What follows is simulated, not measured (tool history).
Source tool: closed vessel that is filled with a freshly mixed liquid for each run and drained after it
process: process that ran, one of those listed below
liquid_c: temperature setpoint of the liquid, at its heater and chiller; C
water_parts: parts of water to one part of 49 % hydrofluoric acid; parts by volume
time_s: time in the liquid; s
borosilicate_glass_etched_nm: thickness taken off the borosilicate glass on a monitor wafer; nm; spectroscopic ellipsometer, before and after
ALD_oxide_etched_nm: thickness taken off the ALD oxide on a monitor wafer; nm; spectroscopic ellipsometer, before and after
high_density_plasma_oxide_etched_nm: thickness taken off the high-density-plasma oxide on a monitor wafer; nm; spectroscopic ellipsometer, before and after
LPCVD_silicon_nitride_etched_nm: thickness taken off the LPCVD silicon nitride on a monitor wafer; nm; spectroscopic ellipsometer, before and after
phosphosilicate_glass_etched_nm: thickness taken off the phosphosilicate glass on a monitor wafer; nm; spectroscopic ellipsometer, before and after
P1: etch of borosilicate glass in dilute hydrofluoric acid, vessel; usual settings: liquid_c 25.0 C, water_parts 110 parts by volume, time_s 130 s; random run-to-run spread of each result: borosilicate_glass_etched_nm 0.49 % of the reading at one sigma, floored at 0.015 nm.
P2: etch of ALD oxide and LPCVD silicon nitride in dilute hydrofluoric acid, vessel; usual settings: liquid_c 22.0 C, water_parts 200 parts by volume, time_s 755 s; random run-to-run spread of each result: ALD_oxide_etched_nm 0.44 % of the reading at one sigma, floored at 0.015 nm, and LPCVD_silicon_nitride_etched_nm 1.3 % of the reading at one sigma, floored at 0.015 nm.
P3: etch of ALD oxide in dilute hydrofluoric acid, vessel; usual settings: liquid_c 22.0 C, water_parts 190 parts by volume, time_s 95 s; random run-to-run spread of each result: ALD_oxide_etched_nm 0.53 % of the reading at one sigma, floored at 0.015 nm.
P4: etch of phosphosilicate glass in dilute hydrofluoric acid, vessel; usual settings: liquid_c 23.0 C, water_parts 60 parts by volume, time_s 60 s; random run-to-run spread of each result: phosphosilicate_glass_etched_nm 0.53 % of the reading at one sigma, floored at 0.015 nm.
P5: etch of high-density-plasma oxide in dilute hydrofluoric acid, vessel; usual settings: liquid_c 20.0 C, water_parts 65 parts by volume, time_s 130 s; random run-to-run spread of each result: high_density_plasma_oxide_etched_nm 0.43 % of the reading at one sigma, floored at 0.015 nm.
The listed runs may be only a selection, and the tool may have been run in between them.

| run | hour | process | liquid_c | water_parts | time_s | hours since the thermometer was replaced | hours since the hydrofluoric acid flow meter was replaced | borosilicate_glass_etched_nm | ALD_oxide_etched_nm | high_density_plasma_oxide_etched_nm | LPCVD_silicon_nitride_etched_nm | phosphosilicate_glass_etched_nm |
|---|---|---|---|---|---|---|---|---|---|---|---|---|
| 1 | 2.4 | P1 | 25.0 | 110 | 130 | 1330.8 | 774.8 | 42.054 |  |  |  |  |
| 2 | 4.9 | P1 | 25.0 | 110 | 130 | 1333.3 | 777.3 | 42.277 |  |  |  |  |
| 3 | 9.4 | P3 | 17.0 | 190 | 95 | 1337.8 | 781.8 |  | 3.4087 |  |  |  |
| 4 | 13.1 | P3 | 22.0 | 190 | 95 | 1341.5 | 785.5 |  | 4.1294 |  |  |  |
| 5 | 16.9 | P5 | 20.0 | 65 | 130 | 1345.3 | 789.3 |  |  | 12.1560 |  |  |
| 6 | 20.9 | P2 | 17.5 | 200 | 755 | 1349.3 | 793.3 |  | 30.8940 |  | 1.1629 |  |
| 7 | 25.5 | P1 | 25.0 | 110 | 50 | 1353.9 | 797.9 | 16.107 |  |  |  |  |
| 8 | 29.4 | P1 | 25.0 | 110 | 130 | 1357.8 | 801.8 | 42.124 |  |  |  |  |
| 9 | 31.7 | P1 | 25.0 | 20 | 130 | 1360.1 | 804.1 | 261.990 |  |  |  |  |
| 10 | 35.3 | P1 | 25.0 | 110 | 130 | 1363.7 | 807.7 | 42.336 |  |  |  |  |
| 11 | 39.1 | P1 | 25.0 | 110 | 130 | 1367.5 | 811.5 | 42.185 |  |  |  |  |
| 12 | 41.3 | P1 | 32.5 | 160 | 130 | 1369.7 | 813.7 | 35.543 |  |  |  |  |
| 13 | 43.5 | P3 | 22.0 | 105 | 95 | 1371.9 | 815.9 |  | 8.1253 |  |  |  |
| 14 | 47.9 | P1 | 25.0 | 160 | 130 | 1376.3 | 820.3 | 27.280 |  |  |  |  |
| 15 | 51.4 | P2 | 22.0 | 200 | 755 | 1379.8 | 823.8 |  | 36.9140 |  | 1.5712 |  |
|  | 53.0 | thermometer replaced |
| 16 | 54.9 | P5 | 20.0 | 65 | 230 | 1.9 | 827.3 |  |  | 21.3440 |  |  |
| 17 | 57.5 | P3 | 22.0 | 190 | 30 | 4.5 | 829.9 |  | 1.3117 |  |  |  |
| 18 | 61.4 | P1 | 25.0 | 110 | 130 | 8.4 | 833.8 | 42.289 |  |  |  |  |
| 19 | 64.7 | P1 | 25.0 | 110 | 130 | 11.7 | 837.1 | 42.012 |  |  |  |  |
| 20 | 69.2 | P4 | 23.0 | 20 | 60 | 16.2 | 841.6 |  |  |  |  | 393.250 |
| 21 | 72.0 | P5 | 20.0 | 100 | 130 | 19.0 | 844.4 |  |  | 7.5581 |  |  |
| 22 | 74.0 | P5 | 25.0 | 65 | 130 | 21.0 | 846.4 |  |  | 14.8000 |  |  |
| 23 | 76.4 | P5 | 20.0 | 65 | 130 | 23.4 | 848.8 |  |  | 12.1000 |  |  |
| 24 | 78.8 | P3 | 22.0 | 190 | 95 | 25.8 | 851.2 |  | 4.1797 |  |  |  |
| 25 | 82.4 | P1 | 20.5 | 110 | 130 | 29.4 | 854.8 | 35.121 |  |  |  |  |
|  | 83.0 | hydrofluoric acid flow meter replaced |
| 26 | 84.7 | P4 | 23.0 | 60 | 30 | 31.7 | 1.7 |  |  |  |  | 61.866 |
| 27 | 88.6 | P1 | 32.0 | 110 | 130 | 35.6 | 5.6 | 55.221 |  |  |  |  |
| 28 | 91.9 | P2 | 22.0 | 290 | 755 | 38.9 | 8.9 |  | 23.2510 |  | 1.0787 |  |
| 29 | 94.9 | P1 | 32.0 | 45 | 130 | 41.9 | 11.9 | 147.740 |  |  |  |  |
| 30 | 97.1 | P2 | 22.0 | 200 | 1285 | 44.1 | 14.1 |  | 62.7740 |  | 2.7006 |  |
| 31 | 101.1 | P4 | 23.0 | 60 | 60 | 48.1 | 18.1 |  |  |  |  | 123.350 |
| 32 | 103.6 | P1 | 25.0 | 110 | 255 | 50.6 | 20.6 | 83.151 |  |  |  |  |
| 33 | 106.4 | P4 | 30.0 | 60 | 60 | 53.4 | 23.4 |  |  |  |  | 165.070 |
| 34 | 109.4 | P1 | 25.0 | 110 | 130 | 56.4 | 26.4 | 41.847 |  |  |  |  |
| 35 | 111.7 | P1 | 25.0 | 110 | 130 | 58.7 | 28.7 | 42.954 |  |  |  |  |
| 36 | 115.0 | P1 | 25.0 | 110 | 130 | 62.0 | 32.0 | 44.685 |  |  |  |  |
| 37 | 119.1 | P1 | 25.0 | 110 | 130 | 66.1 | 36.1 | 45.116 |  |  |  |  |
| 38 | 121.1 | P1 | 25.0 | 110 | 130 | 68.1 | 38.1 | 45.400 |  |  |  |  |
| 39 | 124.8 | P1 | 25.0 | 110 | 130 | 71.8 | 41.8 | 45.620 |  |  |  |  |
| 40 | 128.6 | P1 | 25.0 | 110 | 130 | 75.6 | 45.6 | 45.696 |  |  |  |  |
| 41 | 132.6 | P1 | 25.0 | 110 | 130 | 79.6 | 49.6 | 45.376 |  |  |  |  |
| 42 | 134.7 | P1 | 25.0 | 110 | 130 | 81.7 | 51.7 | 45.646 |  |  |  |  |
| 43 | 137.7 | P1 | 25.0 | 110 | 130 | 84.7 | 54.7 | 46.061 |  |  |  |  |

What P1 gives has crept away from where it was. These 2 causes fit the log equally well, each at the size given:
A: liquid hotter than its thermometer reads (K) = 2.3
B: hydrofluoric acid flow above the setpoint (%) = 8.15
The drift started at roughly hour 109.4.

You are offered 4 check runs, listed below with question marks in place of their results; each one averages 2 wafers. Which run separates the listed causes by giving clearly different results for each?
| check 1 | 140.7 | P2 | 17.5 | 200 | 1185 |  |  |  | ? |  | ? |  |
| check 2 | 140.7 | P5 | 23.5 | 90 | 130 |  |  |  |  | ? |  |  |
| check 3 | 140.7 | P3 | 22.0 | 115 | 45 |  |  |  | ? |  |  |  |
| check 4 | 140.7 | P4 | 26.0 | 60 | 60 |  |  |  |  |  |  | ? |

If the cause were each of the candidates in turn, the checks would give the following:
| check | result | if A | if B |
|---|---|---|---|
| check 1 | ALD_oxide_etched_nm | 53.4180 | 53.5410 |
| check 1 | LPCVD_silicon_nitride_etched_nm | 2.1632 | 2.0018 |
| check 2 | high_density_plasma_oxide_etched_nm | 10.7080 | 10.6590 |
| check 3 | ALD_oxide_etched_nm | 3.8244 | 3.8149 |
| check 4 | phosphosilicate_glass_etched_nm | 153.810 | 152.740 |
Smallest distance between any two causes, each pair judged by its most separating result, in per cent: check 1 7.75 %; check 2 0.45 %; check 3 0.25 %; check 4 0.7 %
Of the check runs offered, only check 1 discriminates between the causes; the rest would read about the same regardless of which cause applies.

Check 1 was carried out, with these results: ALD_oxide_etched_nm 53.5160 nm; LPCVD_silicon_nitride_etched_nm 1.9626 nm. Which of the listed causes is responsible?

Of the candidate causes, it is B: hydrofluoric acid flow above the setpoint (%).

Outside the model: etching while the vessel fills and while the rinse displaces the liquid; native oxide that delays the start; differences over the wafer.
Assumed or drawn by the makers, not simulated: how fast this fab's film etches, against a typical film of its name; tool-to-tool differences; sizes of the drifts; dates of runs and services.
